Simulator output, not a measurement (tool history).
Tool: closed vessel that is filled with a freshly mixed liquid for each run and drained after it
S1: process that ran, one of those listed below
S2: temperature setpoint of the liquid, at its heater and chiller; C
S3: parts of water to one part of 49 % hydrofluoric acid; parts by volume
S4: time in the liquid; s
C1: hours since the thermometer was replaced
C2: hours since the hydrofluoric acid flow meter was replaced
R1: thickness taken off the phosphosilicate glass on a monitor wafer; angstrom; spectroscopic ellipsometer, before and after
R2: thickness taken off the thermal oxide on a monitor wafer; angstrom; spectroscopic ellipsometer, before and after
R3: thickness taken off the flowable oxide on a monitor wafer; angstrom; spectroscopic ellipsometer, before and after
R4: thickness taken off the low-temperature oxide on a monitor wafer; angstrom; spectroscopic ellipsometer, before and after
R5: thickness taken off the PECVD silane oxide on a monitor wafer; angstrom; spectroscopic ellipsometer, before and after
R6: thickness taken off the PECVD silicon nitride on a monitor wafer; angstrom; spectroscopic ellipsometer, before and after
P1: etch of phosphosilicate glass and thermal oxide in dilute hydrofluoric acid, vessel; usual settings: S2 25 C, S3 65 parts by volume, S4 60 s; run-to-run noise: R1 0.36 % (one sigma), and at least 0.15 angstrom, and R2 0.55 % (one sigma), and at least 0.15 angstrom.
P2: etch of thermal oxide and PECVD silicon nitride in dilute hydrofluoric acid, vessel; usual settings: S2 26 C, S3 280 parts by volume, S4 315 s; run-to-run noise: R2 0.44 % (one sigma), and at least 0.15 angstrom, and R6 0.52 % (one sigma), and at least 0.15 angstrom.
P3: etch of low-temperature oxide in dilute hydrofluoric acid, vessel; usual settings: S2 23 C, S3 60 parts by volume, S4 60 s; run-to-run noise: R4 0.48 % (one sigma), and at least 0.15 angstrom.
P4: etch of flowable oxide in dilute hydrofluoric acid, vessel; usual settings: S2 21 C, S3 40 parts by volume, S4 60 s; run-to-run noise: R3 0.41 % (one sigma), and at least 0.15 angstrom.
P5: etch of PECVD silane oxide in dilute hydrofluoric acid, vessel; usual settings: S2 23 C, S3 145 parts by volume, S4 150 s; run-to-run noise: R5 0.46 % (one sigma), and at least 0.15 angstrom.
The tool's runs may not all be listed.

run	hour	S1	S2	S3	S4	C1	C2	R1	R2	R3	R4	R5	R6
1	6.1	P1	25	65	60	856	595.7	964.94	44.736				
2	11.2	P4	21	40	60	861.1	600.8			421.76			
3	16.9	P3	23	20	60	866.8	606.5				668.71		
4	22.8	P5	23	30	150	872.7	612.4					961.27	
5	28.6	P2	18	280	315	878.5	618.2		33.557				28.32
6	35.8	P5	23	145	150	885.7	625.4					172.37	
7	40.4	P5	30.5	145	150	890.3	630					228.5	
8	47.9	P3	23	60	60	897.8	637.5				210.22		
9	53.1	P2	26	280	315	903	642.7		44.91				46.321
10	59	P1	25	65	100	908.9	648.6	1613.2	75.144				
11	66.7	P2	26	430	315	916.6	656.3		25.313				29.978
12	70.5	P4	17	40	60	920.4	660.1			359.34			
13	77.5	P3	23	60	30	927.4	667.1				105.51		
14	85.4	P1	25	35	60	935.3	675	1864.6	86.328				
15	89.1	P1	25	65	60	939	678.7	966.74	44.869				
16	94.5	P2	26	280	35	944.4	684.1		4.8985				5.3497
17	100.9	P1	25	65	60	950.8	690.5	967.44	44.635				
18	104.5	P5	23	145	245	954.4	694.1					281.52	
19	108.7	P1	18	65	60	958.6	698.3	724.13	33.467				
20	113.5	P1	25	65	30	963.4	703.1	484.85	22.639				
21	119.5	P1	25	65	60	969.4	709.1	966.83	45.259				
22	127.4	P3	17	60	60	977.3	717				163.56		
23	131.6	P1	30	65	60	981.5	721.2	1178.1	54.92				
24	135.5	P4	21	75	60	985.4	725.1			216.92			
25	142.1	P1	25	110	60	992	731.7	542.63	25.268				
26	145.9	P1	25	65	60	995.8	735.5	965.18	45.217				
27	153.7	P5	23	145	150	1003.6	743.3					172.45	
28	158.4	P1	25	65	60	1008.3	748	962.73	44.811				
29	164	P4	21	40	100	1013.9	753.6			711.48			
30	171.5	P1	25	65	60	1021.4	761.1	967.45	45.123				
31	178	P1	32	90	60	1027.9	767.6	882.34	40.808				
32	183.3	P1	25	65	60	1033.2	772.9	967.65	44.769				
33	189.6	P1	25	65	60	1039.5	779.2	1017.1	47.132				
34	194.6	P1	25	65	60	1044.5	784.2	1026.8	48.172				
35	200.5	P1	25	65	60	1050.4	790.1	1040.5	48.638				
36	205	P1	25	65	60	1054.9	794.6	1044	48.779				
37	212.3	P1	25	65	60	1062.2	801.9	1054.3	48.163				
38	216.8	P1	25	65	60	1066.7	806.4	1047.3	48.807				

Something has made what P1 gives creep away from where it was; the 2 causes below, each at its own stated size, fit the log equally well:
A: liquid hotter than its thermometer reads (K) = 1.99
B: hydrofluoric acid flow above the setpoint (%) = 7.63
The creep began at about hour 183.3.

Consider the 4 check runs below, whose results appear as question marks and each of which averages 2 wafers. Which one distinguishes the causes, in that each cause would give it a clearly different result?
check 1	221.3	P5	23	35	150							?	
check 2	221.3	P2	26	280	135				?				?
check 3	221.3	P4	21	55	85					?			
check 4	221.3	P3	23	25	60						?		

Outcome of each check run for each possible cause:
check	result	if A	if B
check 1	R5	886.49	881.04
check 2	R2	20.497	21.055
check 2	R6	22.356	21.373
check 3	R3	468.26	466.13
check 4	R4	577.11	572.58
Minimum pairwise separation of causes per check, each pair taken at its best-separating result: check 1 0.62 %; check 2 4.5 %; check 3 0.46 %; check 4 0.79 %
Only check 2 tells the causes apart: in the others they would give nearly the same result.

Check 2 was carried out, with these results: R2 21.141 angstrom; R6 21.09 angstrom. Which of the listed causes is responsible?

Of the candidate causes, it is B: hydrofluoric acid flow above the setpoint (%).
